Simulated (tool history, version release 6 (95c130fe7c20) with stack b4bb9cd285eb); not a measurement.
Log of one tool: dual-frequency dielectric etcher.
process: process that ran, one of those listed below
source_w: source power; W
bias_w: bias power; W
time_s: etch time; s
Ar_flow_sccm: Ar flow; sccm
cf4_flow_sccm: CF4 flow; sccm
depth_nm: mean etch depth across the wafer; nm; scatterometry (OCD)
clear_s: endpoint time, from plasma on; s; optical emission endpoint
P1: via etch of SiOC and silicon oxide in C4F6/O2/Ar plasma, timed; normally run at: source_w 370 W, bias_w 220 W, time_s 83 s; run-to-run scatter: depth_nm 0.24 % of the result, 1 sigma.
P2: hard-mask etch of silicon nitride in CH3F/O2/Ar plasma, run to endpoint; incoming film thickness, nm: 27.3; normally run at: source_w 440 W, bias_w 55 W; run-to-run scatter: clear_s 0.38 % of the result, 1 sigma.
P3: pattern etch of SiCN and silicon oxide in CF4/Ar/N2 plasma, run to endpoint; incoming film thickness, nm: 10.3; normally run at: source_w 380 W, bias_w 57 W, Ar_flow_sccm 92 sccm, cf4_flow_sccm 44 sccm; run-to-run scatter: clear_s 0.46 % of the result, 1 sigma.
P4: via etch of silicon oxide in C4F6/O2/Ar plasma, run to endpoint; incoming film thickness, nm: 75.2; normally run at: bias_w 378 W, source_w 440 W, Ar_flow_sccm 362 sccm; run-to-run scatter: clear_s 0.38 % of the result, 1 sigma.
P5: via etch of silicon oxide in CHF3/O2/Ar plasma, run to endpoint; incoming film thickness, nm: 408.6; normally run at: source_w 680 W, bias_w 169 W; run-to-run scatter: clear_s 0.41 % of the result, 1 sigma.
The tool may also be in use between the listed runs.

run   hour  process  source_w  bias_w  time_s  Ar_flow_sccm  cf4_flow_sccm  hours since the last wet clean  hours since the last source power generator calibration  hours since the last bias power generator calibration  depth_nm  clear_s
  1   18.1       P1       370     220      83                                                        321.5                                                    359.5                                                  616.7    96.334
  2   32.4       P3       380      57                    92             44                           335.8                                                    373.8                                                    631             15.813
  3   50.3       P4       440     496                   362                                          353.7                                                    391.7                                                  648.9              17.33
  4   65.1       P1       370     220      83                                                        368.5                                                    406.5                                                  663.7      95.9
  5   75.5       P2       440      55                                                                378.9                                                    416.9                                                  674.1             42.087
  6   94.2       P1       370     261      83                                                        397.6                                                    435.6                                                  692.8    102.22
  7  107.1       P1       370     220     119                                                        410.5                                                    448.5                                                  705.7    137.91
  8  120.1       P1       370     220      83                                                        423.5                                                    461.5                                                  718.7    96.348
       126  -- bias power generator calibrated
  9  131.5       P1       440     220      83                                                        434.9                                                    472.9                                                    5.5    102.95
 10    144       P1       370     220      51                                                        447.4                                                    485.4                                                     18    59.331
 11  160.9       P1       370     293      46                                                        464.3                                                    502.3                                                   34.9    59.074
 12  179.8       P3       380      57                    92             32                           483.2                                                    521.2                                                   53.8             16.782
 13  190.7       P1       370     220      83                                                        494.1                                                    532.1                                                   64.7    96.652
 14  209.4       P1       370     220      83                                                        512.8                                                    550.8                                                   83.4    96.414
 15  227.6       P3       240      57                    92             44                             531                                                      569                                                  101.6             23.731
 16  241.6       P1       370     152      83                                                          545                                                      583                                                  115.6    85.374
 17    253       P2       440      55                                                                556.4                                                    594.4                                                    127              42.12
 18  264.7       P4       440     378                   448                                          568.1                                                    606.1                                                  138.7             19.398
 19  280.9       P3       380      44                    92             44                           584.3                                                    622.3                                                  154.9             17.088
 20  289.3       P3       380      57                    60             44                           592.7                                                    630.7                                                  163.3             14.817
 21  304.9       P1       370     220      83                                                        608.3                                                    646.3                                                  178.9    96.135
 22  320.8       P4       440     378                   362                                          624.2                                                    662.2                                                  194.8             18.955
 23  338.4       P2       440      66                                                                641.8                                                    679.8                                                  212.4             39.442
 24  353.2       P2       270      55                                                                656.6                                                    694.6                                                  227.2             50.422
 25  365.7       P5       680     169                                                                669.1                                                    707.1                                                  239.7             207.71
 26  383.9       P5       680     169                                                                687.3                                                    725.3                                                  257.9             207.52
 27  400.4       P5       460     169                                                                703.8                                                    741.8                                                  274.4             241.67
 28  414.3       P1       370     183   119.5                                                        717.7                                                    755.7                                                  288.3    130.66
 29  427.6       P3       380      57                    92             44                             731                                                      769                                                  301.6              15.89
 30    446       P4       280     378                   362                                          749.4                                                    787.4                                                    320             22.609
 31  458.5       P1       290     268      83                                                        761.9                                                    799.9                                                  332.5    93.937
 32  474.8       P5       680     236                                                                778.2                                                    816.2                                                  348.8             184.62
 33  488.7       P1       270     220      83                                                        792.1                                                    830.1                                                  362.7    85.436
 34  503.7       P1       370     220      83                                                        807.1                                                    845.1                                                  377.7    96.365
 35  522.4       P1       370     220      83                                                        825.8                                                    863.8                                                  396.4    95.472
 36  539.5       P1       370     220      83                                                        842.9                                                    880.9                                                  413.5    94.803
 37  551.5       P1       370     220      83                                                        854.9                                                    892.9                                                  425.5     94.68
 38  561.3       P1       370     220      83                                                        864.7                                                    902.7                                                  435.3    95.095
 39  574.1       P1       370     220      83                                                        877.5                                                    915.5                                                  448.1     94.64
     577.4  -- wet clean of the chamber
 40    590       P1       370     220      83                                                         12.7                                                    931.4                                                    464    94.634
 41  603.2       P1       370     220      83                                                         25.9                                                    944.6                                                  477.2    94.719
 42  618.9       P1       370     220      83                                                         41.6                                                    960.3                                                  492.9    94.408

What P1 gives has crept away from where it was. These 2 causes fit the log equally well, each at the size given:
A: source power that arrives under what is set, % = 4.18
B: bias power that arrives under what is set, % = 4.75
The creep began at about hour 503.7.
Why every other cause is out:
chamber walls in a state that lowers the etch rate, %: serviced at hour 577.4, which brought nothing back

4 check runs are offered, each on 3 wafers whose results are averaged, their results left as question marks. Which one tells the causes apart?
check 1  634.6       P3       300      57                    60             44                                                                                                                                                                  ?
check 2  634.6       P4       310     378                   362                                                                                                                                                                                 ?
check 3  634.6       P5       490     234                                                                                                                                                                                                       ?
check 4  634.6       P2       280      64                                                                                                                                                                                                       ?

What each check would give under each cause:
  check   result    if A    if B
check 1  clear_s   18.94  18.529
check 2  clear_s  22.076  22.115
check 3  clear_s  212.77  213.05
check 4  clear_s   48.33  48.351
How far apart the two closest causes lie, in the result that separates them most: check 1 2.19 %; check 2 0.17 %; check 3 0.13 %; check 4 0.04 %
Check 1 tells the causes apart: in the others they would give nearly the same result.

Check 1 was then run and gave: clear_s 18.927 s. Which cause is it?

It is A: source power that arrives under what is set, %.
